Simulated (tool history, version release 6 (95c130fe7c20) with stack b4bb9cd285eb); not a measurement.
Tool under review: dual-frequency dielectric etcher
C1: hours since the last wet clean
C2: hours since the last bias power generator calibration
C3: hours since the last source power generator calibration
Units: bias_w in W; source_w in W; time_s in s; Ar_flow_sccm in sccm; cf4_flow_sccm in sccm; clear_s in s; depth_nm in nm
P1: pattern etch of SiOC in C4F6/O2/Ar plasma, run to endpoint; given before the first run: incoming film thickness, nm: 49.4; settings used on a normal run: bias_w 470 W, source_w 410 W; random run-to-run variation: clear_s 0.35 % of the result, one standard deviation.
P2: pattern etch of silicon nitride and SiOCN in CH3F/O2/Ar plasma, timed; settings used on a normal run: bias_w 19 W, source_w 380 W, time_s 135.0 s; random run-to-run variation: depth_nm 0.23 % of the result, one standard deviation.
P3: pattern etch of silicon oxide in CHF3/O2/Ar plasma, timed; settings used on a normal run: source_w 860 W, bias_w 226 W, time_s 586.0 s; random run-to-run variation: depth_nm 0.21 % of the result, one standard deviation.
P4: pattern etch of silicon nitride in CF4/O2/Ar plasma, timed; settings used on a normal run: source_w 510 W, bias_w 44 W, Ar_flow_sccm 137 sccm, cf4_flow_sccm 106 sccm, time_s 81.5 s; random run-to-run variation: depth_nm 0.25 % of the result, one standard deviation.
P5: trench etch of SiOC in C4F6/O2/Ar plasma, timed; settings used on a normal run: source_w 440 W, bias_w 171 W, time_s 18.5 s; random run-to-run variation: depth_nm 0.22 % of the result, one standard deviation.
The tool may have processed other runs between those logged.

Run 1, hour 10.5: process P1, bias_w 470 W, source_w 410 W; C1 421.7; C2 2578.6; C3 2045.8. Result: clear_s 16.672 s.
Run 2, hour 19.6: process P3, bias_w 226 W, source_w 860 W, time_s 715.5 s; C1 430.8; C2 2587.7; C3 2054.9. Result: depth_nm 1754.600 nm.
Run 3, hour 28.0: process P3, bias_w 226 W, source_w 860 W, time_s 586.0 s; C1 439.2; C2 2596.1; C3 2063.3. Result: depth_nm 1437.300 nm.
Run 4, hour 36.9: process P5, bias_w 171 W, source_w 440 W, time_s 18.5 s; C1 448.1; C2 2605.0; C3 2072.2. Result: depth_nm 39.403 nm.
Run 5, hour 42.0: process P4, bias_w 44 W, source_w 510 W, time_s 46.0 s, Ar_flow_sccm 137 sccm, cf4_flow_sccm 106 sccm; C1 453.2; C2 2610.1; C3 2077.3. Result: depth_nm 81.588 nm.
At hour 46.5: wet clean of the chamber.
Run 6, hour 52.7: process P1, bias_w 470 W, source_w 410 W; C1 6.2; C2 2620.8; C3 2088.0. Result: clear_s 16.722 s.
Run 7, hour 61.5: process P2, bias_w 19 W, source_w 380 W, time_s 164.5 s; C1 15.0; C2 2629.6; C3 2096.8. Result: depth_nm 20.593 nm.
Run 8, hour 70.0: process P1, bias_w 470 W, source_w 550 W; C1 23.5; C2 2638.1; C3 2105.3. Result: clear_s 14.847 s.
Run 9, hour 76.8: process P3, bias_w 226 W, source_w 860 W, time_s 586.0 s; C1 30.3; C2 2644.9; C3 2112.1. Result: depth_nm 1435.500 nm.
Run 10, hour 86.0: process P5, bias_w 117 W, source_w 440 W, time_s 18.5 s; C1 39.5; C2 2654.1; C3 2121.3. Result: depth_nm 35.341 nm.
Run 11, hour 95.8: process P3, bias_w 226 W, source_w 1230 W, time_s 586.0 s; C1 49.3; C2 2663.9; C3 2131.1. Result: depth_nm 1653.900 nm.
At hour 97.1: bias power generator calibrated.
Run 12, hour 102.0: process P4, bias_w 44 W, source_w 510 W, time_s 81.5 s, Ar_flow_sccm 137 sccm, cf4_flow_sccm 106 sccm; C1 55.5; C2 5.0; C3 2137.3. Result: depth_nm 144.040 nm.
Run 13, hour 107.1: process P1, bias_w 325 W, source_w 330 W; C1 60.6; C2 10.1; C3 2142.4. Result: clear_s 20.644 s.
Run 14, hour 117.6: process P2, bias_w 27 W, source_w 380 W, time_s 135.0 s; C1 71.1; C2 20.6; C3 2152.9. Result: depth_nm 19.696 nm.
Run 15, hour 126.2: process P4, bias_w 44 W, source_w 510 W, time_s 81.5 s, Ar_flow_sccm 193 sccm, cf4_flow_sccm 106 sccm; C1 79.7; C2 29.2; C3 2161.5. Result: depth_nm 137.320 nm.
Run 16, hour 133.8: process P3, bias_w 290 W, source_w 860 W, time_s 586.0 s; C1 87.3; C2 36.8; C3 2169.1. Result: depth_nm 1573.400 nm.
Run 17, hour 144.2: process P5, bias_w 171 W, source_w 440 W, time_s 26.5 s; C1 97.7; C2 47.2; C3 2179.5. Result: depth_nm 56.707 nm.
Run 18, hour 151.4: process P4, bias_w 32 W, source_w 510 W, time_s 81.5 s, Ar_flow_sccm 137 sccm, cf4_flow_sccm 106 sccm; C1 104.9; C2 54.4; C3 2186.7. Result: depth_nm 129.330 nm.
Run 19, hour 158.3: process P1, bias_w 470 W, source_w 410 W; C1 111.8; C2 61.3; C3 2193.6. Result: clear_s 16.584 s.
Run 20, hour 166.9: process P4, bias_w 44 W, source_w 510 W, time_s 81.5 s, Ar_flow_sccm 137 sccm, cf4_flow_sccm 106 sccm; C1 120.4; C2 69.9; C3 2202.2. Result: depth_nm 145.060 nm.
Run 21, hour 174.2: process P1, bias_w 287 W, source_w 410 W; C1 127.7; C2 77.2; C3 2209.5. Result: clear_s 19.833 s.
Run 22, hour 184.5: process P5, bias_w 171 W, source_w 290 W, time_s 18.5 s; C1 138.0; C2 87.5; C3 2219.8. Result: depth_nm 33.523 nm.
Run 23, hour 193.2: process P1, bias_w 579 W, source_w 410 W; C1 146.7; C2 96.2; C3 2228.5. Result: clear_s 15.495 s.
Run 24, hour 201.1: process P4, bias_w 44 W, source_w 510 W, time_s 81.5 s, Ar_flow_sccm 137 sccm, cf4_flow_sccm 85 sccm; C1 154.6; C2 104.1; C3 2236.4. Result: depth_nm 139.460 nm.
Run 25, hour 208.6: process P2, bias_w 19 W, source_w 380 W, time_s 135.0 s; C1 162.1; C2 111.6; C3 2243.9. Result: depth_nm 16.836 nm.
Run 26, hour 218.5: process P4, bias_w 44 W, source_w 610 W, time_s 81.5 s, Ar_flow_sccm 137 sccm, cf4_flow_sccm 106 sccm; C1 172.0; C2 121.5; C3 2253.8. Result: depth_nm 168.950 nm.
Run 27, hour 229.4: process P1, bias_w 470 W, source_w 270 W; C1 182.9; C2 132.4; C3 2264.7. Result: clear_s 19.358 s.
Run 28, hour 236.3: process P2, bias_w 19 W, source_w 520 W, time_s 135.0 s; C1 189.8; C2 139.3; C3 2271.6. Result: depth_nm 18.792 nm.
Run 29, hour 247.8: process P1, bias_w 338 W, source_w 330 W; C1 201.3; C2 150.8; C3 2283.1. Result: clear_s 20.288 s.
Run 30, hour 257.8: process P1, bias_w 470 W, source_w 410 W; C1 211.3; C2 160.8; C3 2293.1. Result: clear_s 16.674 s.
Run 31, hour 263.6: process P5, bias_w 171 W, source_w 440 W, time_s 18.5 s; C1 217.1; C2 166.6; C3 2298.9. Result: depth_nm 39.487 nm.
Run 32, hour 271.9: process P1, bias_w 470 W, source_w 410 W; C1 225.4; C2 174.9; C3 2307.2. Result: clear_s 16.732 s.
Run 33, hour 281.1: process P1, bias_w 470 W, source_w 410 W; C1 234.6; C2 184.1; C3 2316.4. Result: clear_s 16.532 s.
Run 34, hour 290.0: process P1, bias_w 470 W, source_w 410 W; C1 243.5; C2 193.0; C3 2325.3. Result: clear_s 16.424 s.
Run 35, hour 296.6: process P1, bias_w 470 W, source_w 410 W; C1 250.1; C2 199.6; C3 2331.9. Result: clear_s 16.519 s.
At hour 299.5: wet clean of the chamber.
Run 36, hour 306.3: process P1, bias_w 470 W, source_w 410 W; C1 6.8; C2 209.3; C3 2341.6. Result: clear_s 16.380 s.
Run 37, hour 314.7: process P1, bias_w 470 W, source_w 410 W; C1 15.2; C2 217.7; C3 2350.0. Result: clear_s 16.402 s.
Run 38, hour 325.4: process P1, bias_w 470 W, source_w 410 W; C1 25.9; C2 228.4; C3 2360.7. Result: clear_s 16.422 s.

What P1 gives has crept off from where it sat before. The 2 causes that follow fit the log equally well, each at the size noted:
A: source power that arrives over what is set, % = 4.88
B: bias power that arrives over what is set, % = 4.87
The gradual shift began around hour 271.9.
The rest of the possible causes, and what rules out each one:
chamber walls in a state that raises the etch rate, %: was serviced at hour 299.5, once the creep was under way, yet the earlier output never came back

Each of the 4 check runs below uses one wafer; its results are left as question marks. Which run tells the causes apart?
Run check 1, hour 336.1: process P2, bias_w 19 W, source_w 520 W, time_s 135.0 s. Result: depth_nm ?.
Run check 2, hour 336.1: process P4, bias_w 44 W, source_w 510 W, time_s 81.5 s, Ar_flow_sccm 186 sccm, cf4_flow_sccm 106 sccm. Result: depth_nm ?.
Run check 3, hour 336.1: process P5, bias_w 127 W, source_w 440 W, time_s 22.5 s. Result: depth_nm ?.
Run check 4, hour 336.1: process P3, bias_w 289 W, source_w 860 W, time_s 586.0 s. Result: depth_nm ?.

How each check would come out, cause by cause:
  check    result      if A      if B
check 1  depth_nm    19.120    19.182
check 2  depth_nm   143.980   140.800
check 3  depth_nm    44.781    44.550
check 4  depth_nm  1598.500  1597.300
Minimum pairwise separation of causes per check, each pair taken at its best-separating result: check 1 0.32 %; check 2 2.24 %; check 3 0.52 %; check 4 0.08 %
Check 2 distinguishes between the causes, while the remaining checks would return nearly the same result for all of them.

Then check 2 was run and gave: depth_nm 140.620 nm. Which cause is it?

The correct cause is B, namely: bias power that arrives over what is set, %.
